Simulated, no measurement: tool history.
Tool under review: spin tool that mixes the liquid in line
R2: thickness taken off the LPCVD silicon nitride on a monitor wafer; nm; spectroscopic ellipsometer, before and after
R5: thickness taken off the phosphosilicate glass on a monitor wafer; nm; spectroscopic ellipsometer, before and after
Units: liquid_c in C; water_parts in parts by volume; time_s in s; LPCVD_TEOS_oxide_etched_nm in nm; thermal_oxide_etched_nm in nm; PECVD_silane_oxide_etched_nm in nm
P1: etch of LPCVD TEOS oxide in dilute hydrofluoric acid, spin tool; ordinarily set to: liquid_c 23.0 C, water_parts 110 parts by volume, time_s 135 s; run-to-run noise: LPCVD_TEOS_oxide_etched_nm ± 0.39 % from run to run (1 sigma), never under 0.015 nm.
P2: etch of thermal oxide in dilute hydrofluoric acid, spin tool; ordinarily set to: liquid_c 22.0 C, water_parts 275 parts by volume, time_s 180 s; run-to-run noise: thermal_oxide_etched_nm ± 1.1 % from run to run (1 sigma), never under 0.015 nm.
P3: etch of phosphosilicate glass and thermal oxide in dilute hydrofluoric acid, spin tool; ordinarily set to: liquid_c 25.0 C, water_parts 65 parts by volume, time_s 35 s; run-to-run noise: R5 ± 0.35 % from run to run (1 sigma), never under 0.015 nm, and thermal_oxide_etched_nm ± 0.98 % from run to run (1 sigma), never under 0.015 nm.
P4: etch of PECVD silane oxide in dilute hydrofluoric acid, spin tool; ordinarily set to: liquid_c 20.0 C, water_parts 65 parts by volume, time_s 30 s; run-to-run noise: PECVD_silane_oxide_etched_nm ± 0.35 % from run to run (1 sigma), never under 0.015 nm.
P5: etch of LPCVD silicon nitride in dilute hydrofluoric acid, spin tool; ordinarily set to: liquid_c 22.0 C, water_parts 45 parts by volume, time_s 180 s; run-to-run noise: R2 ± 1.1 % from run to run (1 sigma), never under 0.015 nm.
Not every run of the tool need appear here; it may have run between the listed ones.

Run 1, hour 14.4: process P1, liquid_c 23.0 C, water_parts 110 parts by volume, time_s 135 s. Result: LPCVD_TEOS_oxide_etched_nm 48.279 nm.
Run 2, hour 23.4: process P5, liquid_c 22.0 C, water_parts 30 parts by volume, time_s 180 s. Result: R2 2.9102 nm.
Run 3, hour 37.3: process P2, liquid_c 17.0 C, water_parts 275 parts by volume, time_s 180 s. Result: thermal_oxide_etched_nm 1.9392 nm.
Run 4, hour 45.0: process P1, liquid_c 23.0 C, water_parts 110 parts by volume, time_s 65 s. Result: LPCVD_TEOS_oxide_etched_nm 23.397 nm.
Run 5, hour 52.8: process P4, liquid_c 20.0 C, water_parts 105 parts by volume, time_s 30 s. Result: PECVD_silane_oxide_etched_nm 12.317 nm.
Run 6, hour 60.5: process P3, liquid_c 25.0 C, water_parts 25 parts by volume, time_s 35 s. Result: thermal_oxide_etched_nm 7.6111 nm, R5 163.170 nm.
Run 7, hour 70.6: process P1, liquid_c 29.0 C, water_parts 25 parts by volume, time_s 135 s. Result: LPCVD_TEOS_oxide_etched_nm 302.100 nm.
Run 8, hour 80.4: process P4, liquid_c 20.0 C, water_parts 65 parts by volume, time_s 30 s. Result: PECVD_silane_oxide_etched_nm 20.838 nm.
Run 9, hour 91.7: process P1, liquid_c 23.0 C, water_parts 110 parts by volume, time_s 135 s. Result: LPCVD_TEOS_oxide_etched_nm 48.706 nm.
Run 10, hour 104.6: process P3, liquid_c 25.0 C, water_parts 65 parts by volume, time_s 35 s. Result: thermal_oxide_etched_nm 2.7478 nm, R5 59.730 nm.
Run 11, hour 112.7: process P1, liquid_c 23.0 C, water_parts 110 parts by volume, time_s 135 s. Result: LPCVD_TEOS_oxide_etched_nm 48.134 nm.
Run 12, hour 123.4: process P5, liquid_c 22.0 C, water_parts 45 parts by volume, time_s 180 s. Result: R2 2.0051 nm.
Run 13, hour 131.7: process P1, liquid_c 23.0 C, water_parts 110 parts by volume, time_s 135 s. Result: LPCVD_TEOS_oxide_etched_nm 48.066 nm.
Run 14, hour 146.9: process P1, liquid_c 23.0 C, water_parts 110 parts by volume, time_s 135 s. Result: LPCVD_TEOS_oxide_etched_nm 48.235 nm.
Run 15, hour 156.5: process P2, liquid_c 22.0 C, water_parts 50 parts by volume, time_s 180 s. Result: thermal_oxide_etched_nm 16.4000 nm.
Run 16, hour 170.2: process P3, liquid_c 33.0 C, water_parts 65 parts by volume, time_s 35 s. Result: thermal_oxide_etched_nm 3.7458 nm, R5 81.023 nm.
Run 17, hour 180.8: process P2, liquid_c 22.0 C, water_parts 275 parts by volume, time_s 295 s. Result: thermal_oxide_etched_nm 3.8525 nm.
Run 18, hour 190.1: process P4, liquid_c 20.0 C, water_parts 65 parts by volume, time_s 30 s. Result: PECVD_silane_oxide_etched_nm 20.763 nm.
Run 19, hour 205.4: process P4, liquid_c 20.0 C, water_parts 65 parts by volume, time_s 15 s. Result: PECVD_silane_oxide_etched_nm 10.411 nm.
Run 20, hour 218.2: process P4, liquid_c 25.0 C, water_parts 65 parts by volume, time_s 30 s. Result: PECVD_silane_oxide_etched_nm 25.422 nm.
Run 21, hour 228.3: process P3, liquid_c 25.0 C, water_parts 65 parts by volume, time_s 55 s. Result: thermal_oxide_etched_nm 4.3315 nm, R5 93.698 nm.
Run 22, hour 238.7: process P1, liquid_c 23.0 C, water_parts 110 parts by volume, time_s 245 s. Result: LPCVD_TEOS_oxide_etched_nm 87.551 nm.
Run 23, hour 254.4: process P5, liquid_c 22.0 C, water_parts 45 parts by volume, time_s 310 s. Result: R2 3.4512 nm.
Run 24, hour 263.7: process P1, liquid_c 23.0 C, water_parts 40 parts by volume, time_s 135 s. Result: LPCVD_TEOS_oxide_etched_nm 144.230 nm.
Run 25, hour 272.7: process P2, liquid_c 22.0 C, water_parts 275 parts by volume, time_s 180 s. Result: thermal_oxide_etched_nm 2.3506 nm.
Run 26, hour 288.4: process P1, liquid_c 18.0 C, water_parts 110 parts by volume, time_s 135 s. Result: LPCVD_TEOS_oxide_etched_nm 39.654 nm.
Run 27, hour 302.1: process P5, liquid_c 28.0 C, water_parts 45 parts by volume, time_s 180 s. Result: R2 2.9462 nm.
Run 28, hour 310.6: process P1, liquid_c 23.0 C, water_parts 110 parts by volume, time_s 135 s. Result: LPCVD_TEOS_oxide_etched_nm 47.830 nm.
Run 29, hour 323.3: process P1, liquid_c 23.0 C, water_parts 185 parts by volume, time_s 135 s. Result: LPCVD_TEOS_oxide_etched_nm 26.460 nm.
Run 30, hour 338.3: process P3, liquid_c 25.0 C, water_parts 65 parts by volume, time_s 35 s. Result: thermal_oxide_etched_nm 2.7615 nm, R5 59.066 nm.
Run 31, hour 348.7: process P2, liquid_c 22.0 C, water_parts 275 parts by volume, time_s 180 s. Result: thermal_oxide_etched_nm 2.3750 nm.
Run 32, hour 358.6: process P1, liquid_c 28.5 C, water_parts 110 parts by volume, time_s 135 s. Result: LPCVD_TEOS_oxide_etched_nm 59.340 nm.
Run 33, hour 371.0: process P1, liquid_c 23.0 C, water_parts 110 parts by volume, time_s 135 s. Result: LPCVD_TEOS_oxide_etched_nm 48.164 nm.
Run 34, hour 378.7: process P1, liquid_c 23.0 C, water_parts 110 parts by volume, time_s 135 s. Result: LPCVD_TEOS_oxide_etched_nm 49.179 nm.
Run 35, hour 391.7: process P1, liquid_c 23.0 C, water_parts 110 parts by volume, time_s 135 s. Result: LPCVD_TEOS_oxide_etched_nm 50.006 nm.
Run 36, hour 404.1: process P1, liquid_c 23.0 C, water_parts 110 parts by volume, time_s 135 s. Result: LPCVD_TEOS_oxide_etched_nm 50.703 nm.
Run 37, hour 412.6: process P1, liquid_c 23.0 C, water_parts 110 parts by volume, time_s 135 s. Result: LPCVD_TEOS_oxide_etched_nm 51.023 nm.
Run 38, hour 422.5: process P1, liquid_c 23.0 C, water_parts 110 parts by volume, time_s 135 s. Result: LPCVD_TEOS_oxide_etched_nm 51.760 nm.

Run 39 comes next. What will it give?
Run 39, hour 430.6: process P1, liquid_c 23.0 C, water_parts 110 parts by volume, time_s 135 s. Result: LPCVD_TEOS_oxide_etched_nm ?.

{"run 39": {"LPCVD_TEOS_oxide_etched_nm": 51.637}}
